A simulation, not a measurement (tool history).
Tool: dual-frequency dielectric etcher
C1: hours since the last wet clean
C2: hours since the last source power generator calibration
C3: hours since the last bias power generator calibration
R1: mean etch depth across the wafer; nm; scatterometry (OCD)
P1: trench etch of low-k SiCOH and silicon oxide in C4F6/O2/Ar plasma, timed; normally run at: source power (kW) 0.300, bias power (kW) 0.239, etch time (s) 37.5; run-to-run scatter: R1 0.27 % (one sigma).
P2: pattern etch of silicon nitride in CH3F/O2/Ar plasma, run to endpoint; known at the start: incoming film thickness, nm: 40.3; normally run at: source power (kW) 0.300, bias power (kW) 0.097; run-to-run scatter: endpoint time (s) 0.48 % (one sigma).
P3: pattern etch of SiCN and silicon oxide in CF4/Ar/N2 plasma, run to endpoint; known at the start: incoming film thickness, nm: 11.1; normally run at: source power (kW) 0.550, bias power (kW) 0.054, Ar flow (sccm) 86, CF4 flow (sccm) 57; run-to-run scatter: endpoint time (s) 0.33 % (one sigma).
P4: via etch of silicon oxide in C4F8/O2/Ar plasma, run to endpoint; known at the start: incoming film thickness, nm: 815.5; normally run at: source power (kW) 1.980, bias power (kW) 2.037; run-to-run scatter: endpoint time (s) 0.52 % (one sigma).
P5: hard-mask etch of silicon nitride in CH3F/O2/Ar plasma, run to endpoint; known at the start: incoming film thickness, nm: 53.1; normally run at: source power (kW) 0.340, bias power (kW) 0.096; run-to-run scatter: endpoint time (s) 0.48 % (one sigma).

run 1 hour=6.7 | process_that_ran=P1 source_power_(kW)=0.300 bias_power_(kW)=0.239 etch_time_(s)=37.5 | C1=350.6 C2=1599.0 C3=1045.4 | R1=117.120
run 2 hour=13.9 | process_that_ran=P4 source_power_(kW)=2.550 bias_power_(kW)=2.037 | C1=357.8 C2=1606.2 C3=1052.6 | endpoint_time_(s)=142.880
run 3 hour=21.4 | process_that_ran=P3 source_power_(kW)=0.550 bias_power_(kW)=0.054 Ar_flow_(sccm)=86 CF4_flow_(sccm)=73 | C1=365.3 C2=1613.7 C3=1060.1 | endpoint_time_(s)=11.493
run 4 hour=29.2 | process_that_ran=P1 source_power_(kW)=0.300 bias_power_(kW)=0.239 etch_time_(s)=37.5 | C1=373.1 C2=1621.5 C3=1067.9 | R1=117.030
run 5 hour=39.5 | process_that_ran=P2 source_power_(kW)=0.170 bias_power_(kW)=0.097 | C1=383.4 C2=1631.8 C3=1078.2 | endpoint_time_(s)=69.861
run 6 hour=50.8 | process_that_ran=P1 source_power_(kW)=0.380 bias_power_(kW)=0.239 etch_time_(s)=37.5 | C1=394.7 C2=1643.1 C3=1089.5 | R1=127.450
run 7 hour=63.9 | process_that_ran=P3 source_power_(kW)=0.450 bias_power_(kW)=0.054 Ar_flow_(sccm)=86 CF4_flow_(sccm)=57 | C1=407.8 C2=1656.2 C3=1102.6 | endpoint_time_(s)=14.404
run 8 hour=71.3 | process_that_ran=P2 source_power_(kW)=0.300 bias_power_(kW)=0.097 | C1=415.2 C2=1663.6 C3=1110.0 | endpoint_time_(s)=57.041
run 9 hour=84.3 | process_that_ran=P4 source_power_(kW)=1.980 bias_power_(kW)=2.499 | C1=428.2 C2=1676.6 C3=1123.0 | endpoint_time_(s)=148.240
run 10 hour=92.8 | process_that_ran=P3 source_power_(kW)=0.550 bias_power_(kW)=0.034 Ar_flow_(sccm)=86 CF4_flow_(sccm)=57 | C1=436.7 C2=1685.1 C3=1131.5 | endpoint_time_(s)=13.709
run 11 hour=99.3 | process_that_ran=P1 source_power_(kW)=0.300 bias_power_(kW)=0.239 etch_time_(s)=26.5 | C1=443.2 C2=1691.6 C3=1138.0 | R1=83.047
run 12 hour=111.5 | process_that_ran=P5 source_power_(kW)=0.410 bias_power_(kW)=0.096 | C1=455.4 C2=1703.8 C3=1150.2 | endpoint_time_(s)=67.816
run 13 hour=122.5 | process_that_ran=P1 source_power_(kW)=0.300 bias_power_(kW)=0.282 etch_time_(s)=22.0 | C1=466.4 C2=1714.8 C3=1161.2 | R1=72.725
run 14 hour=131.6 | process_that_ran=P1 source_power_(kW)=0.300 bias_power_(kW)=0.239 etch_time_(s)=37.5 | C1=475.5 C2=1723.9 C3=1170.3 | R1=116.990
run 15 hour=143.4 | process_that_ran=P2 source_power_(kW)=0.300 bias_power_(kW)=0.070 | C1=487.3 C2=1735.7 C3=1182.1 | endpoint_time_(s)=63.790
run 16 hour=151.6 | process_that_ran=P5 source_power_(kW)=0.340 bias_power_(kW)=0.132 | C1=495.5 C2=1743.9 C3=1190.3 | endpoint_time_(s)=64.462
run 17 hour=165.2 | process_that_ran=P1 source_power_(kW)=0.300 bias_power_(kW)=0.163 etch_time_(s)=37.5 | C1=509.1 C2=1757.5 C3=1203.9 | R1=103.050
run 18 hour=174.8 | process_that_ran=P1 source_power_(kW)=0.200 bias_power_(kW)=0.239 etch_time_(s)=48.5 | C1=518.7 C2=1767.1 C3=1213.5 | R1=129.050
run 19 hour=181.4 | process_that_ran=P5 source_power_(kW)=0.340 bias_power_(kW)=0.096 | C1=525.3 C2=1773.7 C3=1220.1 | endpoint_time_(s)=72.404
run 20 hour=190.3 | process_that_ran=P3 source_power_(kW)=0.550 bias_power_(kW)=0.054 Ar_flow_(sccm)=49 CF4_flow_(sccm)=57 | C1=534.2 C2=1782.6 C3=1229.0 | endpoint_time_(s)=11.035
run 21 hour=196.5 | process_that_ran=P1 source_power_(kW)=0.300 bias_power_(kW)=0.239 etch_time_(s)=37.5 | C1=540.4 C2=1788.8 C3=1235.2 | R1=117.330
run 22 hour=204.3 | process_that_ran=P1 source_power_(kW)=0.190 bias_power_(kW)=0.239 etch_time_(s)=37.5 | C1=548.2 C2=1796.6 C3=1243.0 | R1=98.182
run 23 hour=211.6 | process_that_ran=P4 source_power_(kW)=1.980 bias_power_(kW)=2.037 | C1=555.5 C2=1803.9 C3=1250.3 | endpoint_time_(s)=158.350
run 24 hour=222.3 | process_that_ran=P1 source_power_(kW)=0.300 bias_power_(kW)=0.239 etch_time_(s)=47.5 | C1=566.2 C2=1814.6 C3=1261.0 | R1=148.870
run 25 hour=234.6 | process_that_ran=P1 source_power_(kW)=0.300 bias_power_(kW)=0.294 etch_time_(s)=37.5 | C1=578.5 C2=1826.9 C3=1273.3 | R1=126.190
run 26 hour=244.1 | process_that_ran=P1 source_power_(kW)=0.300 bias_power_(kW)=0.239 etch_time_(s)=37.5 | C1=588.0 C2=1836.4 C3=1282.8 | R1=117.130
run 27 hour=256.7 | process_that_ran=P3 source_power_(kW)=0.550 bias_power_(kW)=0.054 Ar_flow_(sccm)=86 CF4_flow_(sccm)=57 | C1=600.6 C2=1849.0 C3=1295.4 | endpoint_time_(s)=12.011
run 28 hour=263.4 | process_that_ran=P5 source_power_(kW)=0.340 bias_power_(kW)=0.096 | C1=607.3 C2=1855.7 C3=1302.1 | endpoint_time_(s)=72.253
run 29 hour=275.8 | process_that_ran=P1 source_power_(kW)=0.300 bias_power_(kW)=0.239 etch_time_(s)=37.5 | C1=619.7 C2=1868.1 C3=1314.5 | R1=116.280
run 30 hour=285.3 | process_that_ran=P1 source_power_(kW)=0.300 bias_power_(kW)=0.239 etch_time_(s)=37.5 | C1=629.2 C2=1877.6 C3=1324.0 | R1=117.710
run 31 hour=294.1 | process_that_ran=P1 source_power_(kW)=0.300 bias_power_(kW)=0.239 etch_time_(s)=37.5 | C1=638.0 C2=1886.4 C3=1332.8 | R1=117.970
run 32 hour=305.4 | process_that_ran=P1 source_power_(kW)=0.300 bias_power_(kW)=0.239 etch_time_(s)=37.5 | C1=649.3 C2=1897.7 C3=1344.1 | R1=118.080
run 33 hour=316.3 | process_that_ran=P1 source_power_(kW)=0.300 bias_power_(kW)=0.239 etch_time_(s)=37.5 | C1=660.2 C2=1908.6 C3=1355.0 | R1=118.670
run 34 hour=323.3 | process_that_ran=P1 source_power_(kW)=0.300 bias_power_(kW)=0.239 etch_time_(s)=37.5 | C1=667.2 C2=1915.6 C3=1362.0 | R1=118.400
run 35 hour=329.6 | process_that_ran=P1 source_power_(kW)=0.300 bias_power_(kW)=0.239 etch_time_(s)=37.5 | C1=673.5 C2=1921.9 C3=1368.3 | R1=118.450
-- hour=336.4 wet clean of the chamber
run 36 hour=336.8 | process_that_ran=P1 source_power_(kW)=0.300 bias_power_(kW)=0.239 etch_time_(s)=37.5 | C1=0.5 C2=1929.1 C3=1375.5 | R1=118.090
run 37 hour=350.4 | process_that_ran=P1 source_power_(kW)=0.300 bias_power_(kW)=0.239 etch_time_(s)=37.5 | C1=14.1 C2=1942.7 C3=1389.1 | R1=118.580
run 38 hour=356.6 | process_that_ran=P1 source_power_(kW)=0.300 bias_power_(kW)=0.239 etch_time_(s)=37.5 | C1=20.3 C2=1948.9 C3=1395.3 | R1=118.790
run 39 hour=365.3 | process_that_ran=P1 source_power_(kW)=0.300 bias_power_(kW)=0.239 etch_time_(s)=37.5 | C1=29.0 C2=1957.6 C3=1404.0 | R1=118.450
run 40 hour=375.6 | process_that_ran=P1 source_power_(kW)=0.300 bias_power_(kW)=0.239 etch_time_(s)=37.5 | C1=39.3 C2=1967.9 C3=1414.3 | R1=118.760

What P1 gives has crept away from where it was. These 2 causes fit the log equally well, each at the size given:
A: bias power that arrives over what is set, % = 4.37
B: source power that arrives over what is set, % = 3.92
The creep began at about hour 275.8.
Why every other cause is out:
chamber walls in a state that raises the etch rate, %: serviced at hour 336.4, which brought nothing back

4 check runs are offered, each on 2 wafers whose results are averaged, their results left as question marks. Which one tells the causes apart?
run check 1 hour=385.9 | process_that_ran=P4 source_power_(kW)=1.980 bias_power_(kW)=2.037 | endpoint_time_(s)=?
run check 2 hour=385.9 | process_that_ran=P5 source_power_(kW)=0.340 bias_power_(kW)=0.096 | endpoint_time_(s)=?
run check 3 hour=385.9 | process_that_ran=P2 source_power_(kW)=0.300 bias_power_(kW)=0.097 | endpoint_time_(s)=?
run check 4 hour=385.9 | process_that_ran=P3 source_power_(kW)=0.550 bias_power_(kW)=0.054 Ar_flow_(sccm)=86 CF4_flow_(sccm)=57 | endpoint_time_(s)=?

What each check would give under each cause:
check=check_1 result=endpoint_time_(s) if_A=156.000 if_B=155.530
check=check_2 result=endpoint_time_(s) if_A=71.483 if_B=71.590
check=check_3 result=endpoint_time_(s) if_A=55.824 if_B=55.918
check=check_4 result=endpoint_time_(s) if_A=11.838 if_B=11.595
How far apart the two closest causes lie, in the result that separates them most: check 1 0.3 %; check 2 0.15 %; check 3 0.17 %; check 4 2.08 %
Only check 4 tells the causes apart: in the others they would give nearly the same result.

Then check 4 was run and gave: endpoint time (s) 11.588. Which cause is it?

It is B: source power that arrives over what is set, %.

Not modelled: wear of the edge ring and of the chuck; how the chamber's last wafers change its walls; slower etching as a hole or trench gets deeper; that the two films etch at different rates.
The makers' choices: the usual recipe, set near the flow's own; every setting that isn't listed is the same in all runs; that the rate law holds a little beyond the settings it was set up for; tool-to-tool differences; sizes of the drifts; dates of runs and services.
